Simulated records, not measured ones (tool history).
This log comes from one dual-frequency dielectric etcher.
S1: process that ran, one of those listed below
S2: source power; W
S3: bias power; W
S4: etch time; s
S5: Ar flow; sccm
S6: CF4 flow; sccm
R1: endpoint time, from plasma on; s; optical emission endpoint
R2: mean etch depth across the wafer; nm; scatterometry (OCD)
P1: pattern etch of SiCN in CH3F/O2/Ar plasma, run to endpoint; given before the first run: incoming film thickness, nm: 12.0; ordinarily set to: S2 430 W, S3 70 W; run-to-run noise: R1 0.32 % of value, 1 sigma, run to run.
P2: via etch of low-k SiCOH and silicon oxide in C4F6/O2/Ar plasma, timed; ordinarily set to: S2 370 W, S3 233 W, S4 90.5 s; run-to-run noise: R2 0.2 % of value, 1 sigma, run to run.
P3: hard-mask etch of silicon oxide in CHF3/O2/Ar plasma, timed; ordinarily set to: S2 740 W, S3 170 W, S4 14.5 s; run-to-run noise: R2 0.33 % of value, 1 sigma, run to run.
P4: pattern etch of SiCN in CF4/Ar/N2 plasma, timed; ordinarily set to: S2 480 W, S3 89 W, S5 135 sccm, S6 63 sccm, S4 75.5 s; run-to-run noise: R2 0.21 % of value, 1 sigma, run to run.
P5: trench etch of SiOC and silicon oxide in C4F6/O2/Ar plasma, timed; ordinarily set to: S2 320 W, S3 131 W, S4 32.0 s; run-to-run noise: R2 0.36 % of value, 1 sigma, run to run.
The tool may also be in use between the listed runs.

Run 1, hour 12.3: S1 P1, S2 430 W, S3 70 W. Result: R1 31.589 s.
Run 2, hour 18.1: S1 P5, S2 320 W, S3 186 W, S4 32.0 s. Result: R2 58.239 nm.
Run 3, hour 25.8: S1 P4, S2 480 W, S3 89 W, S4 75.5 s, S5 135 sccm, S6 48 sccm. Result: R2 65.942 nm.
Run 4, hour 32.9: S1 P5, S2 320 W, S3 131 W, S4 32.0 s. Result: R2 52.021 nm.
Run 5, hour 42.3: S1 P1, S2 430 W, S3 70 W. Result: R1 31.773 s.
Run 6, hour 55.3: S1 P4, S2 480 W, S3 89 W, S4 75.5 s, S5 135 sccm, S6 63 sccm. Result: R2 68.925 nm.
Run 7, hour 65.7: S1 P4, S2 480 W, S3 89 W, S4 49.5 s, S5 135 sccm, S6 63 sccm. Result: R2 45.130 nm.
Run 8, hour 73.3: S1 P1, S2 600 W, S3 70 W. Result: R1 27.795 s.
Run 9, hour 80.0: S1 P2, S2 370 W, S3 150 W, S4 90.5 s. Result: R2 227.840 nm.
Run 10, hour 91.0: S1 P1, S2 340 W, S3 54 W. Result: R1 37.929 s.
Run 11, hour 103.5: S1 P3, S2 740 W, S3 170 W, S4 14.5 s. Result: R2 30.007 nm.
Run 12, hour 109.3: S1 P1, S2 430 W, S3 70 W. Result: R1 31.503 s.
Run 13, hour 115.3: S1 P3, S2 740 W, S3 170 W, S4 8.5 s. Result: R2 17.738 nm.
Run 14, hour 126.2: S1 P4, S2 480 W, S3 89 W, S4 75.5 s, S5 135 sccm, S6 63 sccm. Result: R2 69.009 nm.
Run 15, hour 134.5: S1 P2, S2 370 W, S3 233 W, S4 90.5 s. Result: R2 263.870 nm.
Run 16, hour 143.2: S1 P1, S2 260 W, S3 70 W. Result: R1 38.397 s.
Run 17, hour 152.3: S1 P5, S2 320 W, S3 131 W, S4 32.0 s. Result: R2 52.007 nm.
At hour 157.6: source power generator calibrated.
Run 18, hour 158.6: S1 P4, S2 480 W, S3 89 W, S4 75.5 s, S5 87 sccm, S6 63 sccm. Result: R2 73.306 nm.
Run 19, hour 166.7: S1 P3, S2 740 W, S3 135 W, S4 14.5 s. Result: R2 27.999 nm.
Run 20, hour 177.7: S1 P5, S2 320 W, S3 131 W, S4 25.0 s. Result: R2 40.752 nm.
Run 21, hour 186.5: S1 P1, S2 290 W, S3 87 W. Result: R1 34.008 s.
Run 22, hour 193.7: S1 P4, S2 480 W, S3 56 W, S4 75.5 s, S5 135 sccm, S6 63 sccm. Result: R2 58.223 nm.
Run 23, hour 201.6: S1 P5, S2 200 W, S3 131 W, S4 32.0 s. Result: R2 43.095 nm.
Run 24, hour 214.4: S1 P4, S2 600 W, S3 89 W, S4 75.5 s, S5 135 sccm, S6 63 sccm. Result: R2 83.746 nm.
Run 25, hour 221.3: S1 P1, S2 430 W, S3 48 W. Result: R1 36.000 s.
Run 26, hour 232.7: S1 P1, S2 430 W, S3 70 W. Result: R1 31.856 s.
Run 27, hour 245.6: S1 P2, S2 370 W, S3 233 W, S4 55.5 s. Result: R2 161.460 nm.
Run 28, hour 251.8: S1 P1, S2 430 W, S3 70 W. Result: R1 31.458 s.
Run 29, hour 260.6: S1 P1, S2 430 W, S3 70 W. Result: R1 31.586 s.
Run 30, hour 266.8: S1 P1, S2 430 W, S3 70 W. Result: R1 31.672 s.
Run 31, hour 279.7: S1 P3, S2 450 W, S3 170 W, S4 14.5 s. Result: R2 24.949 nm.
Run 32, hour 289.6: S1 P2, S2 450 W, S3 233 W, S4 90.5 s. Result: R2 284.200 nm.

Predict the results of run 33:
Run 33, hour 297.1: S1 P1, S2 430 W, S3 92 W. Result: R1 ?.

{"run 33": {"R1": 28.616}}
